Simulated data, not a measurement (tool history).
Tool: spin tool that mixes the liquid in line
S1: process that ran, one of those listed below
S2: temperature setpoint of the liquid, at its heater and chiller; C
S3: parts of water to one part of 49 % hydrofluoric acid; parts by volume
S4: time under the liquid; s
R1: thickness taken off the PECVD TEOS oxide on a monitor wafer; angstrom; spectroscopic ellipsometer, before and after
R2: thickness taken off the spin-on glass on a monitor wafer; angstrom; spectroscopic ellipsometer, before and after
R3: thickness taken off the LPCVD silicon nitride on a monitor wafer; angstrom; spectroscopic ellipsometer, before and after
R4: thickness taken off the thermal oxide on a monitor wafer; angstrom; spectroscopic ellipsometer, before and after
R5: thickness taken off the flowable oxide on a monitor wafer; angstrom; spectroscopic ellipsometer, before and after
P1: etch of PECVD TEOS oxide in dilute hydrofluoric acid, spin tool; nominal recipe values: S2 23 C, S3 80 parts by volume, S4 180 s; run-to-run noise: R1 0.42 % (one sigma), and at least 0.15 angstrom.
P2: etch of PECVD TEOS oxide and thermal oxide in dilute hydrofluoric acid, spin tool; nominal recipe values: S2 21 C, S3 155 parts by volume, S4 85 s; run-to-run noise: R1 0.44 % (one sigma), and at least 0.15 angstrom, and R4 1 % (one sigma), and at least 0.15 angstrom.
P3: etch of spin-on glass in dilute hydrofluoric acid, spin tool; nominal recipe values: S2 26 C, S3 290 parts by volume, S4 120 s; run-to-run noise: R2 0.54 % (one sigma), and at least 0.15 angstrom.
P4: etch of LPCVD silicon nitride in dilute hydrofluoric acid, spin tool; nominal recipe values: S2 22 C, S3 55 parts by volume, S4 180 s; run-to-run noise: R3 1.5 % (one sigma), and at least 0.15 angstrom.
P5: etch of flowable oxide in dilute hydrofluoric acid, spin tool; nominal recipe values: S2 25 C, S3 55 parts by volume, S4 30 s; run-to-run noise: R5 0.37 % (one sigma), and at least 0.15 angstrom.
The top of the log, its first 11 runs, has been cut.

run,hour,S1,S2,S3,S4,R1,R2,R3,R4,R5
12,140.8,P1,31,80,180,446.63,,,,
13,150,P5,25,55,55,,,,,423.45
# hour 152: hydrofluoric acid flow meter replaced
14,160.4,P5,25,55,30,,,,,230.03
15,175,P2,21,245,85,56.479,,,12.548,
16,190.9,P4,22,55,365,,,27.647,,
17,206.8,P5,25,55,30,,,,,231.11
18,214.9,P3,26,70,120,,593.36,,,
19,228.3,P1,23,80,365,663.96,,,,
20,237.9,P1,23,80,180,324.9,,,,
21,247.2,P1,17,80,180,254.41,,,,
22,255.6,P1,23,80,180,325.85,,,,
23,268.6,P2,17,155,85,83.218,,,18.361,
24,284,P1,17,40,180,532.32,,,,
25,299.6,P4,22,20,180,,,38.242,,
26,317.1,P2,21,155,15,17.428,,,3.6052,
27,325.9,P3,26,290,120,,110.51,,,
28,337.4,P5,21.5,55,30,,,,,200.29
29,353.9,P4,17,55,180,,,10.156,,
30,365.9,P5,25,100,30,,,,,120.17
31,373.6,P1,23,50,180,541.03,,,,
32,382,P1,23,80,180,324.42,,,,
33,395.8,P1,23,80,180,333.96,,,,
34,409.6,P1,23,80,180,340.96,,,,
35,426,P1,23,80,180,345.8,,,,
36,437.5,P1,23,80,180,350.58,,,,

Estimate the outcome of run 37 from the log above:
37,450.4,P1,23,80,180,?,,,,

R1: 352.25 angstrom
